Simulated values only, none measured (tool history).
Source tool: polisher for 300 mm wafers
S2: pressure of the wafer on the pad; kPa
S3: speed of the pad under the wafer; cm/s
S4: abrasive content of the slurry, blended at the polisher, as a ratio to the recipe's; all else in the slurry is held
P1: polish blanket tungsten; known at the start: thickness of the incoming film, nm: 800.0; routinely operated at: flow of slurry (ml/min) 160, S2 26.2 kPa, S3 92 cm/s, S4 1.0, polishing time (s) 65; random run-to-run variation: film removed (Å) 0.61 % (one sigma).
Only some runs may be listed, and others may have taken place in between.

Run 1, day 0.696: flow of slurry (ml/min) 160, S2 26.2 kPa, S3 92 cm/s, S4 1.0, polishing time (s) 65. Result: film removed (Å) 2970.2.
Run 2, day 1.046: flow of slurry (ml/min) 160, S2 19.3 kPa, S3 92 cm/s, S4 1.0, polishing time (s) 65. Result: film removed (Å) 2200.1.
Run 3, day 1.638: flow of slurry (ml/min) 160, S2 26.2 kPa, S3 42 cm/s, S4 1.0, polishing time (s) 65. Result: film removed (Å) 1369.9.
Run 4, day 1.950: flow of slurry (ml/min) 160, S2 12.4 kPa, S3 92 cm/s, S4 1.0, polishing time (s) 91. Result: film removed (Å) 1965.3.
Run 5, day 2.471: flow of slurry (ml/min) 160, S2 26.2 kPa, S3 92 cm/s, S4 1.0, polishing time (s) 65. Result: film removed (Å) 2971.1.
Run 6, day 3.046: flow of slurry (ml/min) 235, S2 26.2 kPa, S3 92 cm/s, S4 1.0, polishing time (s) 65. Result: film removed (Å) 3170.3.
Run 7, day 3.771: flow of slurry (ml/min) 95, S2 26.2 kPa, S3 92 cm/s, S4 1.0, polishing time (s) 80. Result: film removed (Å) 3290.0.
Run 8, day 4.117: flow of slurry (ml/min) 160, S2 26.2 kPa, S3 146 cm/s, S4 1.0, polishing time (s) 65. Result: film removed (Å) 4715.5.
Run 9, day 4.662: flow of slurry (ml/min) 160, S2 26.2 kPa, S3 92 cm/s, S4 1.5, polishing time (s) 65. Result: film removed (Å) 3287.8.
Run 10, day 5.388: flow of slurry (ml/min) 160, S2 26.2 kPa, S3 92 cm/s, S4 0.7, polishing time (s) 65. Result: film removed (Å) 2764.9.
Run 11, day 5.792: flow of slurry (ml/min) 115, S2 26.2 kPa, S3 92 cm/s, S4 1.0, polishing time (s) 65. Result: film removed (Å) 2804.4.
Run 12, day 6.233: flow of slurry (ml/min) 160, S2 26.2 kPa, S3 92 cm/s, S4 1.0, polishing time (s) 65. Result: film removed (Å) 2982.2.
At day 6.571: slurry tank refilled with fresh slurry and peroxide.
At day 6.746: head pressure recalibrated.
Run 13, day 6.921: flow of slurry (ml/min) 160, S2 26.2 kPa, S3 92 cm/s, S4 1.0, polishing time (s) 65. Result: film removed (Å) 3001.4.
Run 14, day 7.604: flow of slurry (ml/min) 160, S2 34.5 kPa, S3 92 cm/s, S4 1.0, polishing time (s) 65. Result: film removed (Å) 3894.9.
Run 15, day 7.979: flow of slurry (ml/min) 160, S2 26.2 kPa, S3 92 cm/s, S4 1.0, polishing time (s) 65. Result: film removed (Å) 2952.0.
Run 16, day 8.354: flow of slurry (ml/min) 160, S2 26.2 kPa, S3 92 cm/s, S4 1.0, polishing time (s) 65. Result: film removed (Å) 3004.1.
Run 17, day 9.054: flow of slurry (ml/min) 160, S2 26.2 kPa, S3 92 cm/s, S4 1.0, polishing time (s) 29. Result: film removed (Å) 1342.9.
Run 18, day 9.754: flow of slurry (ml/min) 160, S2 26.2 kPa, S3 92 cm/s, S4 1.0, polishing time (s) 93. Result: film removed (Å) 4270.5.
Run 19, day 10.362: flow of slurry (ml/min) 160, S2 26.2 kPa, S3 92 cm/s, S4 1.0, polishing time (s) 65. Result: film removed (Å) 2999.0.
Run 20, day 10.971: flow of slurry (ml/min) 160, S2 26.2 kPa, S3 92 cm/s, S4 1.0, polishing time (s) 65. Result: film removed (Å) 2845.9.
Run 21, day 11.371: flow of slurry (ml/min) 160, S2 26.2 kPa, S3 92 cm/s, S4 1.0, polishing time (s) 65. Result: film removed (Å) 2811.7.
Run 22, day 11.725: flow of slurry (ml/min) 160, S2 26.2 kPa, S3 92 cm/s, S4 1.0, polishing time (s) 65. Result: film removed (Å) 2815.2.
At day 11.854: head pressure recalibrated.
At day 11.929: slurry blender recalibrated.
At day 12.000: worn pad replaced by a new one.
Run 23, day 12.167: flow of slurry (ml/min) 160, S2 26.2 kPa, S3 92 cm/s, S4 1.0, polishing time (s) 65. Result: film removed (Å) 2795.8.
Run 24, day 12.700: flow of slurry (ml/min) 160, S2 26.2 kPa, S3 92 cm/s, S4 1.0, polishing time (s) 65. Result: film removed (Å) 2759.5.
Run 25, day 13.217: flow of slurry (ml/min) 160, S2 26.2 kPa, S3 92 cm/s, S4 1.0, polishing time (s) 65. Result: film removed (Å) 2766.3.
Run 26, day 13.683: flow of slurry (ml/min) 160, S2 26.2 kPa, S3 92 cm/s, S4 1.0, polishing time (s) 65. Result: film removed (Å) 2736.3.

The log shows P1 creeping away from where it was. Any of the 2 causes listed here, at the size stated for it, fits the log just as well as the others:
A: slurry flow missing at the pad, % = 34.4
B: peroxide lost from the slurry, % = 19.3
At approximately day 10.362, the process output began to creep.
Every other cause this tool's parts could produce, and why it does not fit the log:
removal rate lost through wear of the pad, %: serviced at day 12.000, which brought nothing back
head's pressure below its setpoint, %: serviced at day 11.854, which brought nothing back
abrasive missing from the slurry, %: serviced at day 11.929, which brought nothing back

Consider the 4 check runs below, whose results appear as question marks and each of which averages 5 wafers. Which one distinguishes the causes, in that each cause would give it a clearly different result?
Run check 1, day 14.150: flow of slurry (ml/min) 160, S2 31.7 kPa, S3 44 cm/s, S4 1.00, polishing time (s) 65. Result: film removed (Å) ?.
Run check 2, day 14.150: flow of slurry (ml/min) 160, S2 26.2 kPa, S3 92 cm/s, S4 1.45, polishing time (s) 65. Result: film removed (Å) ?.
Run check 3, day 14.150: flow of slurry (ml/min) 160, S2 26.2 kPa, S3 110 cm/s, S4 1.30, polishing time (s) 65. Result: film removed (Å) ?.
Run check 4, day 14.150: flow of slurry (ml/min) 230, S2 26.2 kPa, S3 92 cm/s, S4 1.00, polishing time (s) 79. Result: film removed (Å) ?.

Predicted outcomes, by check and by cause:
  check            result    if A    if B
check 1  film removed (Å)  1587.9  1587.8
check 2  film removed (Å)  2999.4  2999.2
check 3  film removed (Å)  3492.1  3491.8
check 4  film removed (Å)  3588.1  3503.8
Separation of the two closest causes in each check, using whichever result separates them best: check 1 0.01 %; check 2 0.01 %; check 3 0.01 %; check 4 2.38 %
The other checks would show nearly matching results whichever cause is true, so check 4 is the only one that separates the causes.

Check 4 has now been run. It gave: film removed (Å) 3576.9. Which of the candidate causes is it?

Of the candidate causes, it is A: slurry flow missing at the pad, %.
